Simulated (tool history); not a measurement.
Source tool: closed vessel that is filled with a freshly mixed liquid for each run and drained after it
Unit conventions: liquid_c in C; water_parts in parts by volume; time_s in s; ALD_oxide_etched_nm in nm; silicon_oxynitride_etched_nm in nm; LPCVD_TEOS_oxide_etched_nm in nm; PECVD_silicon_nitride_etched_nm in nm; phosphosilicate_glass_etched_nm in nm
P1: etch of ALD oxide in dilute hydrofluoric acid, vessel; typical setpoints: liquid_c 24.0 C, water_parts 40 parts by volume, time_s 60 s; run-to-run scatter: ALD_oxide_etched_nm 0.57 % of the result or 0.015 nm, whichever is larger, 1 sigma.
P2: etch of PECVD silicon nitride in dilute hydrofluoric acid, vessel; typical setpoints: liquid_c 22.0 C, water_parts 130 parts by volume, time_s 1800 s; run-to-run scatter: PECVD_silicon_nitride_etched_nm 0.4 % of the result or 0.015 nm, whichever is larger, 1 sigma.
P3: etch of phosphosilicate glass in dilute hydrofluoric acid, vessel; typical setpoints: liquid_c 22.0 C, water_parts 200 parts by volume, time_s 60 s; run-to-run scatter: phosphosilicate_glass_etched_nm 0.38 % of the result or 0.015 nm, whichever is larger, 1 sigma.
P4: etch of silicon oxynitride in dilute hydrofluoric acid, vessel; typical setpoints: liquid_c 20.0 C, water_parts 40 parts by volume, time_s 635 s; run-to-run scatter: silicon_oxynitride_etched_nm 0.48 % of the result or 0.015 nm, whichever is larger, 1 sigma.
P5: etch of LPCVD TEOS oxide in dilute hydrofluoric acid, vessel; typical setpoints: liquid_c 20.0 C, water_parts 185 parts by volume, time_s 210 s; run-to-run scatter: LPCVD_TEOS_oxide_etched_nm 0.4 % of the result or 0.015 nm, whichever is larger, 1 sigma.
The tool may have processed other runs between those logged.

run   hour  process  liquid_c  water_parts  time_s  ALD_oxide_etched_nm  silicon_oxynitride_etched_nm  LPCVD_TEOS_oxide_etched_nm  PECVD_silicon_nitride_etched_nm  phosphosilicate_glass_etched_nm
  1    5.7       P1      24.0           40      60               41.892
  2   14.9       P1      20.5           40      60               36.127
  3   21.2       P4      20.0           40     635                                             32.717
  4   30.9       P4      20.0           40    1140                                             58.673
  5   37.8       P1      24.0           40      60               41.683
  6   43.5       P5      20.0          185     210                                                                         34.868
  7   50.7       P2      22.0          130    1800                                                                                                          20.561
  8   59.1       P1      31.5           40      60               56.071
  9   70.1       P3      17.0          200      60                                                                                                                                           24.187
 10   78.7       P3      22.0          200      60                                                                                                                                           29.675
 11   85.2       P1      24.0           40      60               41.765
 12   93.8       P2      22.0          240    1800                                                                                                          11.292
 13   99.3       P2      28.0          130    1800                                                                                                          30.029
 14  108.3       P2      22.0          130     975                                                                                                          11.084
 15  119.4       P5      20.0          185     410                                                                         68.141
 16  129.8       P4      20.0           40     635                                             32.907
 17  140.1       P4      20.0           65     635                                             19.705
 18  145.9       P3      22.0          200     110                                                                                                                                           53.703
 19  154.2       P5      17.0          185     210                                                                         31.239
 20  159.7       P1      24.0           40      60               41.595
 21  170.2       P1      24.0           40      30               20.969
 22  180.1       P4      28.0           40     635                                             47.994

Run 23, settings as shown, results not yet in. Your forecast:
 23  185.6       P1      24.0           60      60                    ?

ALD_oxide_etched_nm: 26.874 nm
